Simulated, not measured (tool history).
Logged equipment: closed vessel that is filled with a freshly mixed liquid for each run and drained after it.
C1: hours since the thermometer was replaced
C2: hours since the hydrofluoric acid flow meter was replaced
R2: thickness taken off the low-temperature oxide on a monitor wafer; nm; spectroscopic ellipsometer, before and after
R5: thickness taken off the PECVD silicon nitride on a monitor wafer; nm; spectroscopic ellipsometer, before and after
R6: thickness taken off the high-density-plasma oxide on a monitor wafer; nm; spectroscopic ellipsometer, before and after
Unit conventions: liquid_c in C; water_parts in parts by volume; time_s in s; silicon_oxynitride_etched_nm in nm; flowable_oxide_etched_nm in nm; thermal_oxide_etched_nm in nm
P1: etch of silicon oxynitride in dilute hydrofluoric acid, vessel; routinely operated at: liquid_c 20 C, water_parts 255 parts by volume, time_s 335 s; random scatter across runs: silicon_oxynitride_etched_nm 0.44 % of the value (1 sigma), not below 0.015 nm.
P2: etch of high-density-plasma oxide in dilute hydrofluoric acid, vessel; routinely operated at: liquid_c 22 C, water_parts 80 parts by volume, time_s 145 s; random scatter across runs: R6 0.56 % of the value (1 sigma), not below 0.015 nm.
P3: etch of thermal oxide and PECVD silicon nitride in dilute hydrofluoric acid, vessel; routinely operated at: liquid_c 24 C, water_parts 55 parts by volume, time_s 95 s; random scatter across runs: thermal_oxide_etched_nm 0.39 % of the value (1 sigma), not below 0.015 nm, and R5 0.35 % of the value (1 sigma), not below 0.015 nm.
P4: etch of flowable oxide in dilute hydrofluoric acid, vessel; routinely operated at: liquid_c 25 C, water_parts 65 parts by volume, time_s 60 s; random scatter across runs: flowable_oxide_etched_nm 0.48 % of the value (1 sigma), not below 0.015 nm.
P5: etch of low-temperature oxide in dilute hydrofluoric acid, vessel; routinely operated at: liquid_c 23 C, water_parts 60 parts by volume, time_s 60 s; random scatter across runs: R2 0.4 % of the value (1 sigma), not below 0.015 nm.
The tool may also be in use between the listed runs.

{"run": 1, "day": 0.175, "process": "P1", "liquid_c": 20, "water_parts": 255, "time_s": 335, "C1": 630.1, "C2": 1522.2, "silicon_oxynitride_etched_nm": 4.7482}
{"run": 2, "day": 0.362, "process": "P5", "liquid_c": 23, "water_parts": 60, "time_s": 60, "C1": 634.6, "C2": 1526.7, "R2": 23.923}
{"run": 3, "day": 0.458, "process": "P5", "liquid_c": 23, "water_parts": 60, "time_s": 30, "C1": 636.9, "C2": 1529, "R2": 12.052}
{"run": 4, "day": 0.579, "process": "P1", "liquid_c": 20, "water_parts": 255, "time_s": 335, "C1": 639.8, "C2": 1531.9, "silicon_oxynitride_etched_nm": 4.684}
{"run": 5, "day": 0.729, "process": "P5", "liquid_c": 23, "water_parts": 60, "time_s": 60, "C1": 643.4, "C2": 1535.5, "R2": 24.089}
{"run": 6, "day": 0.888, "process": "P4", "liquid_c": 25, "water_parts": 65, "time_s": 100, "C1": 647.2, "C2": 1539.3, "flowable_oxide_etched_nm": 46.39}
{"run": 7, "day": 1.008, "process": "P3", "liquid_c": 24, "water_parts": 55, "time_s": 95, "C1": 650.1, "C2": 1542.2, "thermal_oxide_etched_nm": 8.7055, "R5": 6.5923}
{"run": 8, "day": 1.2, "process": "P5", "liquid_c": 27, "water_parts": 60, "time_s": 60, "C1": 654.7, "C2": 1546.8, "R2": 28.398}
{"run": 9, "day": 1.392, "process": "P1", "liquid_c": 24, "water_parts": 255, "time_s": 335, "C1": 659.3, "C2": 1551.4, "silicon_oxynitride_etched_nm": 5.6056}
{"run": 10, "day": 1.504, "process": "P4", "liquid_c": 25, "water_parts": 100, "time_s": 60, "C1": 662, "C2": 1554.1, "flowable_oxide_etched_nm": 17.187}
{"run": 11, "day": 1.646, "process": "P4", "liquid_c": 25, "water_parts": 65, "time_s": 60, "C1": 665.4, "C2": 1557.5, "flowable_oxide_etched_nm": 27.835}
{"run": 12, "day": 1.8, "process": "P1", "liquid_c": 20, "water_parts": 255, "time_s": 510, "C1": 669.1, "C2": 1561.2, "silicon_oxynitride_etched_nm": 7.2249}
{"run": 13, "day": 1.929, "process": "P1", "liquid_c": 20, "water_parts": 255, "time_s": 335, "C1": 672.2, "C2": 1564.3, "silicon_oxynitride_etched_nm": 4.769}
{"run": 14, "day": 2.079, "process": "P3", "liquid_c": 20, "water_parts": 55, "time_s": 95, "C1": 675.8, "C2": 1567.9, "thermal_oxide_etched_nm": 7.36, "R5": 4.9628}
{"run": 15, "day": 2.271, "process": "P2", "liquid_c": 22, "water_parts": 80, "time_s": 145, "C1": 680.4, "C2": 1572.5, "R6": 13.025}
{"run": 16, "day": 2.438, "process": "P1", "liquid_c": 20, "water_parts": 255, "time_s": 335, "C1": 684.4, "C2": 1576.5, "silicon_oxynitride_etched_nm": 4.7546}
{"run": 17, "day": 2.546, "process": "P1", "liquid_c": 20, "water_parts": 360, "time_s": 35, "C1": 687, "C2": 1579.1, "silicon_oxynitride_etched_nm": 0.31551}
{"run": 18, "day": 2.742, "process": "P1", "liquid_c": 17, "water_parts": 255, "time_s": 335, "C1": 691.7, "C2": 1583.8, "silicon_oxynitride_etched_nm": 4.1285}
{"run": 19, "day": 2.862, "process": "P1", "liquid_c": 20, "water_parts": 255, "time_s": 335, "C1": 694.6, "C2": 1586.7, "silicon_oxynitride_etched_nm": 4.7182}
{"run": 20, "day": 2.975, "process": "P1", "liquid_c": 20, "water_parts": 460, "time_s": 335, "C1": 697.3, "C2": 1589.4, "silicon_oxynitride_etched_nm": 2.3126}
{"run": 21, "day": 3.088, "process": "P1", "liquid_c": 20, "water_parts": 255, "time_s": 335, "C1": 700, "C2": 1592.1, "silicon_oxynitride_etched_nm": 4.7393}
{"run": 22, "day": 3.217, "process": "P1", "liquid_c": 20, "water_parts": 360, "time_s": 580, "C1": 703.1, "C2": 1595.2, "silicon_oxynitride_etched_nm": 5.4796}
{"run": 23, "day": 3.383, "process": "P2", "liquid_c": 22, "water_parts": 80, "time_s": 145, "C1": 707.1, "C2": 1599.2, "R6": 13.26}
{"run": 24, "day": 3.55, "process": "P1", "liquid_c": 20, "water_parts": 65, "time_s": 335, "C1": 711.1, "C2": 1603.2, "silicon_oxynitride_etched_nm": 21.224}
{"run": 25, "day": 3.654, "process": "P3", "liquid_c": 24, "water_parts": 55, "time_s": 50, "C1": 713.6, "C2": 1605.7, "thermal_oxide_etched_nm": 4.5305, "R5": 3.4442}
{"run": 26, "day": 3.792, "process": "P5", "liquid_c": 23, "water_parts": 90, "time_s": 60, "C1": 716.9, "C2": 1609, "R2": 15.407}
{"run": 27, "day": 3.925, "process": "P4", "liquid_c": 20.5, "water_parts": 65, "time_s": 60, "C1": 720.1, "C2": 1612.2, "flowable_oxide_etched_nm": 23.237}
{"run": 28, "day": 4.054, "process": "P3", "liquid_c": 24, "water_parts": 20, "time_s": 95, "C1": 723.2, "C2": 1615.3, "thermal_oxide_etched_nm": 25.022, "R5": 17.387}
{"run": 29, "day": 4.158, "process": "P2", "liquid_c": 22, "water_parts": 80, "time_s": 220, "C1": 725.7, "C2": 1617.8, "R6": 19.911}
{"run": 30, "day": 4.292, "process": "P2", "liquid_c": 22, "water_parts": 20, "time_s": 145, "C1": 728.9, "C2": 1621, "R6": 56.78}
{"run": 31, "day": 4.45, "process": "P3", "liquid_c": 24, "water_parts": 55, "time_s": 95, "C1": 732.7, "C2": 1624.8, "thermal_oxide_etched_nm": 8.6757, "R5": 6.477}
{"run": 32, "day": 4.558, "process": "P1", "liquid_c": 20, "water_parts": 255, "time_s": 335, "C1": 735.3, "C2": 1627.4, "silicon_oxynitride_etched_nm": 4.6712}
{"run": 33, "day": 4.7, "process": "P1", "liquid_c": 20, "water_parts": 255, "time_s": 155, "C1": 738.7, "C2": 1630.8, "silicon_oxynitride_etched_nm": 2.1914}
{"run": 34, "day": 4.888, "process": "P2", "liquid_c": 17, "water_parts": 80, "time_s": 145, "C1": 743.2, "C2": 1635.3, "R6": 10.717}
{"run": 35, "day": 5.0, "process": "P1", "liquid_c": 20, "water_parts": 255, "time_s": 335, "C1": 745.9, "C2": 1638, "silicon_oxynitride_etched_nm": 4.7144}
{"run": 36, "day": 5.171, "process": "P1", "liquid_c": 20, "water_parts": 255, "time_s": 335, "C1": 750, "C2": 1642.1, "silicon_oxynitride_etched_nm": 4.625}
{"run": 37, "day": 5.333, "process": "P1", "liquid_c": 20, "water_parts": 255, "time_s": 335, "C1": 753.9, "C2": 1646, "silicon_oxynitride_etched_nm": 4.4841}
{"run": 38, "day": 5.512, "process": "P1", "liquid_c": 20, "water_parts": 255, "time_s": 335, "C1": 758.2, "C2": 1650.3, "silicon_oxynitride_etched_nm": 4.4603}
{"run": 39, "day": 5.692, "process": "P1", "liquid_c": 20, "water_parts": 255, "time_s": 335, "C1": 762.5, "C2": 1654.6, "silicon_oxynitride_etched_nm": 4.4401}
{"run": 40, "day": 5.871, "process": "P1", "liquid_c": 20, "water_parts": 255, "time_s": 335, "C1": 766.8, "C2": 1658.9, "silicon_oxynitride_etched_nm": 4.4294}
{"run": 41, "day": 5.979, "process": "P1", "liquid_c": 20, "water_parts": 255, "time_s": 335, "C1": 769.4, "C2": 1661.5, "silicon_oxynitride_etched_nm": 4.4432}
{"run": 42, "day": 6.071, "process": "P1", "liquid_c": 20, "water_parts": 255, "time_s": 335, "C1": 771.6, "C2": 1663.7, "silicon_oxynitride_etched_nm": 4.3775}
{"run": 43, "day": 6.258, "process": "P1", "liquid_c": 20, "water_parts": 255, "time_s": 335, "C1": 776.1, "C2": 1668.2, "silicon_oxynitride_etched_nm": 4.4023}
{"run": 44, "day": 6.417, "process": "P1", "liquid_c": 20, "water_parts": 255, "time_s": 335, "C1": 779.9, "C2": 1672, "silicon_oxynitride_etched_nm": 4.4008}

The output of P1 has drifted from where it used to be. Each of the 2 causes below, taken at the size shown beside it, accounts for the log equally well:
A: liquid colder than its thermometer reads (K) = 1.62
B: hydrofluoric acid flow below the setpoint (%) = 6.14
Onset of the creep was near day 5.

Below are 4 check runs, each on a single wafer, with their results shown as question marks. Which of them would tell the listed causes apart, meaning the causes would give clearly different results under it?
{"run": "check 1", "day": 6.575, "process": "P3", "liquid_c": 24, "water_parts": 55, "time_s": 95, "thermal_oxide_etched_nm": "?", "R5": "?"}
{"run": "check 2", "day": 6.575, "process": "P2", "liquid_c": 22, "water_parts": 80, "time_s": 145, "R6": "?"}
{"run": "check 3", "day": 6.575, "process": "P5", "liquid_c": 23, "water_parts": 60, "time_s": 60, "R2": "?"}
{"run": "check 4", "day": 6.575, "process": "P4", "liquid_c": 25, "water_parts": 65, "time_s": 60, "flowable_oxide_etched_nm": "?"}

How each check would come out, cause by cause:
check=check_1 result=thermal_oxide_etched_nm if_A=8.1379 if_B=8.1273
check=check_1 result=R5 if_A=5.856 if_B=6.1406
check=check_2 result=R6 if_A=12.305 if_B=12.269
check=check_3 result=R2 if_A=22.52 if_B=22.494
check=check_4 result=flowable_oxide_etched_nm if_A=26.081 if_B=25.998
Gap, in per cent, between the two causes that each check separates least, read from the result that separates them most: check 1 4.75 %; check 2 0.29 %; check 3 0.11 %; check 4 0.32 %
Of the check runs offered, only check 1 discriminates between the causes; the rest would read about the same regardless of which cause applies.

Here is what check 1 returned: thermal_oxide_etched_nm 8.0866 nm; R5 6.1929 nm. Which cause is it?

It is B: hydrofluoric acid flow below the setpoint (%).
